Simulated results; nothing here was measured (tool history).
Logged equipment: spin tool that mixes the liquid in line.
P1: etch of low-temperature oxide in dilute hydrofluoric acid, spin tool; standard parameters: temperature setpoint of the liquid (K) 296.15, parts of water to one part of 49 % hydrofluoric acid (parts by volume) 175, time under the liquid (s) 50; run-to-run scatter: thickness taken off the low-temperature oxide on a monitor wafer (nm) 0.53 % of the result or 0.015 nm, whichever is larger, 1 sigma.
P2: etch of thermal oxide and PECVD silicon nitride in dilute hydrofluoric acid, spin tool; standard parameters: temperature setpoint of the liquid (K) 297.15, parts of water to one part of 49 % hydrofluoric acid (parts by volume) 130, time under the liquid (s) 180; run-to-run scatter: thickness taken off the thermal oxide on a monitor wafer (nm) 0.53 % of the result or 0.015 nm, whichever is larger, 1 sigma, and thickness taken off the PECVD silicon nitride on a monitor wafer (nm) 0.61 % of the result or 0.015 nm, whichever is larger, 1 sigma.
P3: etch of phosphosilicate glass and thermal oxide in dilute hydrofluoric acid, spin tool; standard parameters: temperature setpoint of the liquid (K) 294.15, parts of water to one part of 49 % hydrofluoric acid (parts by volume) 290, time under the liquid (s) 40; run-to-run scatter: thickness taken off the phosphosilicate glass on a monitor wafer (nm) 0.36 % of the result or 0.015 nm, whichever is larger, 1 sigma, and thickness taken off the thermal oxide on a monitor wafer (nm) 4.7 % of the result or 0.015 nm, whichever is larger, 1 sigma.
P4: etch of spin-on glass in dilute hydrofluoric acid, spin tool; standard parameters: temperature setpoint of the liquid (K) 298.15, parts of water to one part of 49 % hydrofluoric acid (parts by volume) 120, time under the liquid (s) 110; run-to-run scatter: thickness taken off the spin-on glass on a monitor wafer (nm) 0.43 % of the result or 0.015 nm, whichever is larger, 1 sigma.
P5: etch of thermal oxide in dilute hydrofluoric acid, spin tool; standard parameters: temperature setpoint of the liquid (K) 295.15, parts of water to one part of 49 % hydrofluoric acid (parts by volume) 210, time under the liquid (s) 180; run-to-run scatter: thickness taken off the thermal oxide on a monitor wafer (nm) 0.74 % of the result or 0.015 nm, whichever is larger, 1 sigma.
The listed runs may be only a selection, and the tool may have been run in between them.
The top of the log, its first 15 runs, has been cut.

run	hour	process that ran	temperature setpoint of the liquid (K)	parts of water to one part of 49 % hydrofluoric acid (parts by volume)	time under the liquid (s)	hours since the thermometer was replaced	hours since the hydrofluoric acid flow meter was replaced	thickness taken off the low-temperature oxide on a monitor wafer (nm)	thickness taken off the thermal oxide on a monitor wafer (nm)	thickness taken off the phosphosilicate glass on a monitor wafer (nm)	thickness taken off the PECVD silicon nitride on a monitor wafer (nm)	thickness taken off the spin-on glass on a monitor wafer (nm)
16	85.9	P4	292.15	120	110	361.4	850.0					22.710
17	89.4	P2	297.15	130	180	364.9	853.5		6.59540		3.6029	
18	96.3	P4	298.15	120	110	371.8	860.4					29.126
19	103.7	P1	300.15	305	50	379.2	867.8	2.1437				
20	110.4	P5	291.65	210	180	385.9	874.5		2.88050			
21	116.2	P4	298.15	120	110	391.7	880.3					28.948
22	119.6	P1	296.15	175	50	395.1	883.7	3.7846				
23	123.1	P3	294.15	290	40	398.6	887.2		0.43485	10.4170		
24	127.7	P2	297.15	130	180	403.2	891.8		6.58060		3.6318	
25	134.8	P4	298.15	220	110	410.3	898.9					13.980
26	139.4	P1	296.15	40	50	414.9	903.5	19.2630				
27	146.8	P1	296.15	175	50	422.3	910.9	3.7421				
28	153.5	P1	296.15	275	50	429.0	917.6	2.1822				
29	159.4	P3	294.15	290	70	434.9	923.5		0.75984	18.3090		
30	163.9	P1	303.15	175	50	439.4	928.0	4.8426				

Forecast run 31:
31	169.9	P2	290.15	130	180	445.4	934.0		?		?	

{"run 31": {"thickness taken off the thermal oxide on a monitor wafer (nm)": 4.956, "thickness taken off the PECVD silicon nitride on a monitor wafer (nm)": 2.2488}}
